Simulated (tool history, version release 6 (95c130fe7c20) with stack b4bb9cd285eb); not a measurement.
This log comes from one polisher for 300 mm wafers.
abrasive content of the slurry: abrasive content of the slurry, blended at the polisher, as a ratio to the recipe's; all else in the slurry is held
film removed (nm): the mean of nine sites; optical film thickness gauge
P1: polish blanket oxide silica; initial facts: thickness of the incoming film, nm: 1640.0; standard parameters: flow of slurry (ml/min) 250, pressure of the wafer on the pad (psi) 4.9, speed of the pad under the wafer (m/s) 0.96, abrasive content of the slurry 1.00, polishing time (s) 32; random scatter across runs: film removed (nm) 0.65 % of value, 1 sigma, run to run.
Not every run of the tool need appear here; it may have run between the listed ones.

run,hour,flow of slurry (ml/min),pressure of the wafer on the pad (psi),speed of the pad under the wafer (m/s),abrasive content of the slurry,polishing time (s),wafers polished on this pad,hours since the slurry nozzle was cleaned,hours since the head pressure was calibrated,hours since the slurry blender was calibrated,hours since the conditioning disc was replaced,film removed (nm)
1,13.8,250,4.9,0.96,1.00,32,293,461.5,95.1,231.6,116.6,103.170
2,29.1,250,4.9,0.96,1.00,32,501,476.8,110.4,246.9,131.9,103.090
3,39.1,390,4.9,0.96,1.00,32,637,486.8,120.4,256.9,141.9,106.420
4,48.4,250,4.9,0.96,1.00,32,763,496.1,129.7,266.2,151.2,102.840
5,57.6,250,7.2,0.96,1.00,32,887,505.3,138.9,275.4,160.4,151.140
6,70.4,250,4.9,0.96,1.00,14,1061,518.1,151.7,288.2,173.2,45.681
7,81.6,250,4.9,0.96,1.50,32,1213,529.3,162.9,299.4,184.4,119.520
8,94.0,250,4.9,1.46,1.00,32,1381,541.7,175.3,311.8,196.8,142.160
# hour 99.5: slurry nozzle cleaned
9,108.8,250,4.9,0.96,1.00,32,1582,9.4,190.1,326.6,211.6,102.910
10,123.3,250,4.9,0.96,1.00,32,1778,23.9,204.6,341.1,226.1,102.560
11,133.8,150,4.9,0.96,1.00,32,1921,34.4,215.1,351.6,236.6,95.599
12,146.6,250,4.9,0.64,1.00,32,2094,47.2,227.9,364.4,249.4,73.689
13,157.2,250,4.9,0.96,0.55,32,2238,57.8,238.5,375.0,260.0,75.067
14,172.4,250,3.0,0.96,1.00,32,2444,73.0,253.7,390.2,275.2,63.668
15,185.5,250,4.9,0.96,1.00,40,2621,86.1,266.8,403.3,288.3,129.060
16,194.0,250,4.9,0.70,0.80,32,2737,94.6,275.3,411.8,296.8,72.246
17,201.2,250,4.9,0.96,1.00,32,2834,101.8,282.5,419.0,304.0,102.900
18,214.2,250,4.9,0.96,1.00,32,3011,114.8,295.5,432.0,317.0,102.350
19,226.0,250,4.9,0.96,1.00,32,3171,126.6,307.3,443.8,328.8,103.170
20,237.5,250,4.9,0.96,1.00,32,3327,138.1,318.8,455.3,340.3,97.681
21,249.9,250,4.9,0.96,1.00,32,3495,150.5,331.2,467.7,352.7,96.044
22,259.0,250,4.9,0.96,1.00,32,3618,159.6,340.3,476.8,361.8,93.781
23,267.3,250,4.9,0.96,1.00,32,3731,167.9,348.6,485.1,370.1,92.995
# hour 271.5: head pressure recalibrated
# hour 272.4: conditioning disc replaced and pad reconditioned
# hour 273.4: slurry nozzle cleaned
24,275.9,250,4.9,0.96,1.00,32,3847,2.6,4.5,493.7,3.6,93.256
25,287.3,250,4.9,0.96,1.00,32,4002,14.0,15.9,505.1,15.0,93.235
26,294.8,250,4.9,0.96,1.00,32,4103,21.5,23.4,512.6,22.5,92.420
27,301.8,250,4.9,0.96,1.00,32,4198,28.5,30.4,519.6,29.5,91.813

P1 has crept away from where it was. The log is fitted equally well by each of these 2 causes, at the sizes shown:
A: removal rate lost through wear of the pad, % = 10.2
B: abrasive missing from the slurry, % = 20
The onset of the drift is placed at about hour 226.0.
Excluded causes, each with its reason:
slurry flow missing at the pad, %: work on it at hour 273.4, done after the drift set in, did not restore what the process gave before
head's pressure below its setpoint, %: work on it at hour 271.5, done after the drift set in, did not restore what the process gave before
time polished since the conditioner stopped cutting, s: work on it at hour 272.4, done after the drift set in, did not restore what the process gave before

Which of the 4 check runs listed below, each an average over 5 wafers with its results shown as question marks, gives clearly different results under the different listed causes?
check 1,308.8,350,3.8,0.96,1.00,32,,,,,,?
check 2,308.8,190,4.9,0.96,1.00,32,,,,,,?
check 3,308.8,250,4.9,1.20,1.45,32,,,,,,?
check 4,308.8,250,3.7,0.96,1.00,32,,,,,,?

What every check run would give for each of its results, assuming each possible cause in turn:
check,result,if A,if B
check 1,film removed (nm),73.928,73.925
check 2,film removed (nm),89.403,89.399
check 3,film removed (nm),128.660,131.300
check 4,film removed (nm),69.806,69.803
Gap, in per cent, between the two causes that each check separates least, read from the result that separates them most: check 1 0 %; check 2 0 %; check 3 2.03 %; check 4 0 %
Only in check 3 would the causes give clearly different results; in the remaining checks their results would be nearly the same.

After running check 3, the following was obtained: film removed (nm) 128.860. Which cause does this point to?

A is the cause: removal rate lost through wear of the pad, %.

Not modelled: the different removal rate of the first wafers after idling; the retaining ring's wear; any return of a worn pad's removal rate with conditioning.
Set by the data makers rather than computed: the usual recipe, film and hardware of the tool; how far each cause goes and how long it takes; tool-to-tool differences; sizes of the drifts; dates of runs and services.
